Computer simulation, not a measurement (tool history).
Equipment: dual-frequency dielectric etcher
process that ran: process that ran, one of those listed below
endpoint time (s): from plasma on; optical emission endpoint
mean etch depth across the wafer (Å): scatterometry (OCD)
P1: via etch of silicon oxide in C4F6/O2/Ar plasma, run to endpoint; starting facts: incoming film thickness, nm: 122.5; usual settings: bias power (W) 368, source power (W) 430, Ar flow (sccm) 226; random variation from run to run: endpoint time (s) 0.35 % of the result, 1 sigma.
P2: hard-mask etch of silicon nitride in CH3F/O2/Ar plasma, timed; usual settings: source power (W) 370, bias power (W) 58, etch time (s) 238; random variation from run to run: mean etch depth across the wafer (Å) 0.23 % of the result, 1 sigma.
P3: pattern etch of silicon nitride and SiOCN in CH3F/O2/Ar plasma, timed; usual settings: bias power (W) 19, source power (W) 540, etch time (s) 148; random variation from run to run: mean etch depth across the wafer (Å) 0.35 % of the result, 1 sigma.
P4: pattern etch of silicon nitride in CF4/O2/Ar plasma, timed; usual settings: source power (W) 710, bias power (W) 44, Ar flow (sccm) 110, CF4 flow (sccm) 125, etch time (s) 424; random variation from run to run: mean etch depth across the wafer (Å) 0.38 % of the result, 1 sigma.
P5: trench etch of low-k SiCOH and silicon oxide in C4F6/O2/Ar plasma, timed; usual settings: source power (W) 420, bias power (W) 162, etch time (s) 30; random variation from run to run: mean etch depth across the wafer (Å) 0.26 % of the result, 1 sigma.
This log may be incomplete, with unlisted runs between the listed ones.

run   hour  process that ran  bias power (W)  source power (W)  Ar flow (sccm)  CF4 flow (sccm)  etch time (s)  hours since the last wet clean  hours since the last bias power generator calibration  hours since the last source power generator calibration  hours since the last Ar flow controller change  endpoint time (s)  mean etch depth across the wafer (Å)
  1   16.3                P1             368               430             226                                                           364.3                                                 3091.3                                                    876.5                                          1037.5             28.475
  2     33                P4              44               710             110              125          578.5                             381                                                   3108                                                    893.2                                          1054.2                                                    14233
  3     49                P1             368               430             226                                                             397                                                   3124                                                    909.2                                          1070.2             28.566
  4   57.8                P5             162               420                                            16.5                           405.8                                                 3132.8                                                      918                                            1079                                                   506.23
        72  -- wet clean of the chamber
  5   74.5                P1             489               430             226                                                             2.5                                                 3149.5                                                    934.7                                          1095.7             25.872
  6   84.2                P1             253               430             226                                                            12.2                                                 3159.2                                                    944.4                                          1105.4             32.548
  7   92.9                P5             162               420                                              30                            20.9                                                 3167.9                                                    953.1                                          1114.1                                                   922.98
  8  102.7                P3              19               540                                              86                            30.7                                                 3177.7                                                    962.9                                          1123.9                                                   120.29
  9  118.8                P1             368               430             226                                                            46.8                                                 3193.8                                                      979                                            1140             28.591
 10  127.1                P3              19               640                                             148                            55.1                                                 3202.1                                                    987.3                                          1148.3                                                   219.12
 11  136.1                P2              58               370                                           167.5                            64.1                                                 3211.1                                                    996.3                                          1157.3                                                   1059.1
 12  146.2                P4              56               710             110              125            424                            74.2                                                 3221.2                                                   1006.4                                          1167.4                                                    11311
 13  160.1                P3              19               540                                             148                            88.1                                                 3235.1                                                   1020.3                                          1181.3                                                   206.95
 14  178.1                P4              44               710             110              175            424                           106.1                                                 3253.1                                                   1038.3                                          1199.3                                                    10847
 15    189                P4              44               710             110              125            424                             117                                                   3264                                                   1049.2                                          1210.2                                                    10465
 16  201.7                P2              58               370                                             238                           129.7                                                 3276.7                                                   1061.9                                          1222.9                                                   1506.3
 17  216.4                P1             368               260             226                                                           144.4                                                 3291.4                                                   1076.6                                          1237.6             34.434
 18  224.8                P4              44               710             110              125            424                           152.8                                                 3299.8                                                     1085                                            1246                                                    10553
 19  241.5                P1             368               430             164                                                           169.5                                                 3316.5                                                   1101.7                                          1262.7             27.727
 20  257.5                P2              58               440                                             238                           185.5                                                 3332.5                                                   1117.7                                          1278.7                                                   1605.3
 21  273.6                P4              44               710             151              125            424                           201.6                                                 3348.6                                                   1133.8                                          1294.8                                                     9993
 22  281.9                P3              13               540                                             148                           209.9                                                 3356.9                                                   1142.1                                          1303.1                                                   178.01
 23  299.9                P5             228               420                                              30                           227.9                                                 3374.9                                                   1160.1                                          1321.1                                                   1026.2
 24  317.4                P4              44               940             110              125            424                           245.4                                                 3392.4                                                   1177.6                                          1338.6                                                    13376

Run 25, settings as shown, results not yet in. Your forecast:
 25  325.6                P2              39               370                                             238                           253.6                                                 3400.6                                                   1185.8                                          1346.8                                                        ?

{"run 25": {"mean etch depth across the wafer (Å)": 1327.7}}
